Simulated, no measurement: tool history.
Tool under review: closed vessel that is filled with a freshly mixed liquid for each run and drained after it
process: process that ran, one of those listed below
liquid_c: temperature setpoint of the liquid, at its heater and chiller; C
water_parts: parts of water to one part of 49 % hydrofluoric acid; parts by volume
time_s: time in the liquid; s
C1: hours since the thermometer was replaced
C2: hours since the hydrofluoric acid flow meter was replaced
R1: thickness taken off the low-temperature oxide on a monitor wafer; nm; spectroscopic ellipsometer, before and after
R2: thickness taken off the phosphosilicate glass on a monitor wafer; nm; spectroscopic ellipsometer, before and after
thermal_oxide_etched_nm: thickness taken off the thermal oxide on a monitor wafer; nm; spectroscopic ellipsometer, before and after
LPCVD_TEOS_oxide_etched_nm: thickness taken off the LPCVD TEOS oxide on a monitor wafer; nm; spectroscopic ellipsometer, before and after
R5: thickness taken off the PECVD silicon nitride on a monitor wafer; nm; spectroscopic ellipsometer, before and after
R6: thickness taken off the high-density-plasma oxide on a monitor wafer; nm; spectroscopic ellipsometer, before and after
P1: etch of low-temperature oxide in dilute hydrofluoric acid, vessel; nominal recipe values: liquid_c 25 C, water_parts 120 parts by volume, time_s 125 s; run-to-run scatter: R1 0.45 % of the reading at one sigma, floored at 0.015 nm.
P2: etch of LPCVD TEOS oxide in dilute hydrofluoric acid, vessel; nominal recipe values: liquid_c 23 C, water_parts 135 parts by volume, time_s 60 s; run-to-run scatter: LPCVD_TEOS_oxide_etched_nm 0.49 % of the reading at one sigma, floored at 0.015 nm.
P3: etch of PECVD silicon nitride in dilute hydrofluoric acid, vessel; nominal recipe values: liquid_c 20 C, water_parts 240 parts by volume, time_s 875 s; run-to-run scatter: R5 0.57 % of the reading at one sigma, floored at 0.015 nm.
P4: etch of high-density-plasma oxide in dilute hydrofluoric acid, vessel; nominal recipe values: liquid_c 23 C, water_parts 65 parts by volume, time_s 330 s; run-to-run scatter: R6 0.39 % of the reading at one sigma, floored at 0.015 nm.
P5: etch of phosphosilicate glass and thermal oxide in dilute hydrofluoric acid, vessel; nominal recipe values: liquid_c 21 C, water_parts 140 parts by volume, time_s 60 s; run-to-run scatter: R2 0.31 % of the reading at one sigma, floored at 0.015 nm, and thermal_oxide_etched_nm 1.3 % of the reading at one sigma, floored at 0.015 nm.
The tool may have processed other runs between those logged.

run 1 day=0.346 | process=P1 liquid_c=25 water_parts=120 time_s=125 | C1=950.6 C2=433.3 | R1=20.407
run 2 day=0.762 | process=P5 liquid_c=28 water_parts=140 time_s=60 | C1=960.6 C2=443.3 | R2=57.882 thermal_oxide_etched_nm=2.1446
run 3 day=1.408 | process=P1 liquid_c=17 water_parts=120 time_s=125 | C1=976.1 C2=458.8 | R1=14.767
run 4 day=1.746 | process=P2 liquid_c=23 water_parts=135 time_s=60 | C1=984.2 C2=466.9 | LPCVD_TEOS_oxide_etched_nm=6.7607
run 5 day=2.379 | process=P1 liquid_c=25 water_parts=120 time_s=125 | C1=999.4 C2=482.1 | R1=20.3
run 6 day=2.979 | process=P3 liquid_c=20 water_parts=240 time_s=875 | C1=1013.8 C2=496.5 | R5=7.014
run 7 day=3.404 | process=P4 liquid_c=23 water_parts=95 time_s=330 | C1=1024 C2=506.7 | R6=27.73
run 8 day=3.917 | process=P5 liquid_c=21 water_parts=65 time_s=60 | C1=1036.3 C2=519 | R2=104.13 thermal_oxide_etched_nm=3.8851
run 9 day=4.475 | process=P1 liquid_c=25 water_parts=185 time_s=125 | C1=1049.7 C2=532.4 | R1=12.192
run 10 day=5.154 | process=P1 liquid_c=32.5 water_parts=75 time_s=125 | C1=1066 C2=548.7 | R1=46.382
run 11 day=5.471 | process=P1 liquid_c=31.5 water_parts=120 time_s=125 | C1=1073.6 C2=556.3 | R1=26.054
run 12 day=6.029 | process=P4 liquid_c=18.5 water_parts=65 time_s=330 | C1=1087 C2=569.7 | R6=35.392
run 13 day=6.404 | process=P3 liquid_c=20 water_parts=355 time_s=875 | C1=1096 C2=578.7 | R5=4.7595
run 14 day=7.021 | process=P1 liquid_c=25 water_parts=120 time_s=125 | C1=1110.8 C2=593.5 | R1=20.344
run 15 day=7.683 | process=P5 liquid_c=21 water_parts=140 time_s=95 | C1=1126.7 C2=609.4 | R2=69.968 thermal_oxide_etched_nm=2.6547
run 16 day=8.221 | process=P1 liquid_c=25 water_parts=120 time_s=60 | C1=1139.6 C2=622.3 | R1=9.8588
run 17 day=8.717 | process=P1 liquid_c=25 water_parts=75 time_s=125 | C1=1151.5 C2=634.2 | R1=34.599
run 18 day=9.2 | process=P1 liquid_c=25 water_parts=120 time_s=125 | C1=1163.1 C2=645.8 | R1=20.444
run 19 day=9.867 | process=P4 liquid_c=23 water_parts=65 time_s=330 | C1=1179.1 C2=661.8 | R6=42.122
run 20 day=10.304 | process=P1 liquid_c=17.5 water_parts=215 time_s=125 | C1=1189.6 C2=672.3 | R1=7.7135
run 21 day=10.625 | process=P5 liquid_c=21 water_parts=140 time_s=60 | C1=1197.3 C2=680 | R2=44.465 thermal_oxide_etched_nm=1.6564
run 22 day=11.275 | process=P2 liquid_c=23 water_parts=135 time_s=90 | C1=1212.9 C2=695.6 | LPCVD_TEOS_oxide_etched_nm=10.11
run 23 day=11.625 | process=P1 liquid_c=25 water_parts=120 time_s=245 | C1=1221.3 C2=704 | R1=39.89
run 24 day=12.267 | process=P2 liquid_c=17 water_parts=135 time_s=60 | C1=1236.7 C2=719.4 | LPCVD_TEOS_oxide_etched_nm=5.2645
run 25 day=12.579 | process=P3 liquid_c=26.5 water_parts=240 time_s=875 | C1=1244.2 C2=726.9 | R5=10.527
run 26 day=13.25 | process=P2 liquid_c=23 water_parts=55 time_s=60 | C1=1260.3 C2=743 | LPCVD_TEOS_oxide_etched_nm=18.033
run 27 day=13.612 | process=P3 liquid_c=20 water_parts=240 time_s=875 | C1=1269 C2=751.7 | R5=6.9884
run 28 day=14.067 | process=P1 liquid_c=25 water_parts=120 time_s=125 | C1=1279.9 C2=762.6 | R1=20.493
run 29 day=14.504 | process=P1 liquid_c=25 water_parts=120 time_s=125 | C1=1290.4 C2=773.1 | R1=20.357
run 30 day=15.162 | process=P3 liquid_c=20 water_parts=240 time_s=1615 | C1=1306.2 C2=788.9 | R5=13.035
run 31 day=15.571 | process=P1 liquid_c=25 water_parts=35 time_s=70 | C1=1316 C2=798.7 | R1=43.712
run 32 day=16.262 | process=P1 liquid_c=25 water_parts=120 time_s=125 | C1=1332.6 C2=815.3 | R1=20.356
run 33 day=16.625 | process=P5 liquid_c=21 water_parts=140 time_s=60 | C1=1341.3 C2=824 | R2=44.34 thermal_oxide_etched_nm=1.6648
run 34 day=17.121 | process=P4 liquid_c=23 water_parts=65 time_s=640 | C1=1353.2 C2=835.9 | R6=81.888
run 35 day=17.725 | process=P1 liquid_c=25 water_parts=120 time_s=125 | C1=1367.7 C2=850.4 | R1=20.416
run 36 day=18.162 | process=P1 liquid_c=25 water_parts=120 time_s=125 | C1=1378.2 C2=860.9 | R1=19.929
run 37 day=18.712 | process=P1 liquid_c=25 water_parts=120 time_s=125 | C1=1391.4 C2=874.1 | R1=19.691
run 38 day=19.212 | process=P1 liquid_c=25 water_parts=120 time_s=125 | C1=1403.4 C2=886.1 | R1=19.498
run 39 day=19.771 | process=P1 liquid_c=25 water_parts=120 time_s=125 | C1=1416.8 C2=899.5 | R1=19.39
run 40 day=20.379 | process=P1 liquid_c=25 water_parts=120 time_s=125 | C1=1431.4 C2=914.1 | R1=19.12
run 41 day=20.9 | process=P1 liquid_c=25 water_parts=120 time_s=125 | C1=1443.9 C2=926.6 | R1=19.218
run 42 day=21.529 | process=P1 liquid_c=25 water_parts=120 time_s=125 | C1=1459 C2=941.7 | R1=19.302

What P1 gives has crept away from where it was. These 2 causes fit the log equally well, each at the size given:
A: liquid colder than its thermometer reads (K) = 1.46
B: hydrofluoric acid flow below the setpoint (%) = 4.8
The process output started creeping at around day 17.725.

Consider the 4 single-wafer check runs listed below, results given as question marks: which one distinguishes between the causes by giving clearly different results for each?
run check 1 day=22.158 | process=P5 liquid_c=21 water_parts=140 time_s=60 | R2=? thermal_oxide_etched_nm=?
run check 2 day=22.158 | process=P4 liquid_c=23 water_parts=65 time_s=330 | R6=?
run check 3 day=22.158 | process=P2 liquid_c=23 water_parts=135 time_s=60 | LPCVD_TEOS_oxide_etched_nm=?
run check 4 day=22.158 | process=P3 liquid_c=20 water_parts=240 time_s=875 | R5=?

Expected result of each check under each candidate cause:
check=check_1 result=R2 if_A=41.912 if_B=41.976
check=check_1 result=thermal_oxide_etched_nm if_A=1.5523 if_B=1.5547
check=check_2 result=R6 if_A=39.783 if_B=40.056
check=check_3 result=LPCVD_TEOS_oxide_etched_nm if_A=6.3508 if_B=6.3535
check=check_4 result=R5 if_A=6.3668 if_B=6.6767
Per check, the gap between the least separated pair of causes, taken in the result that splits them most: check 1 0.15 %; check 2 0.69 %; check 3 0.04 %; check 4 4.75 %
The causes can be told apart only by check 4. The other checks would give nearly the same results under each of them.

After running check 4, the following was obtained: R5 6.7036 nm. Which cause does this point to?

The cause is B: hydrofluoric acid flow below the setpoint (%).

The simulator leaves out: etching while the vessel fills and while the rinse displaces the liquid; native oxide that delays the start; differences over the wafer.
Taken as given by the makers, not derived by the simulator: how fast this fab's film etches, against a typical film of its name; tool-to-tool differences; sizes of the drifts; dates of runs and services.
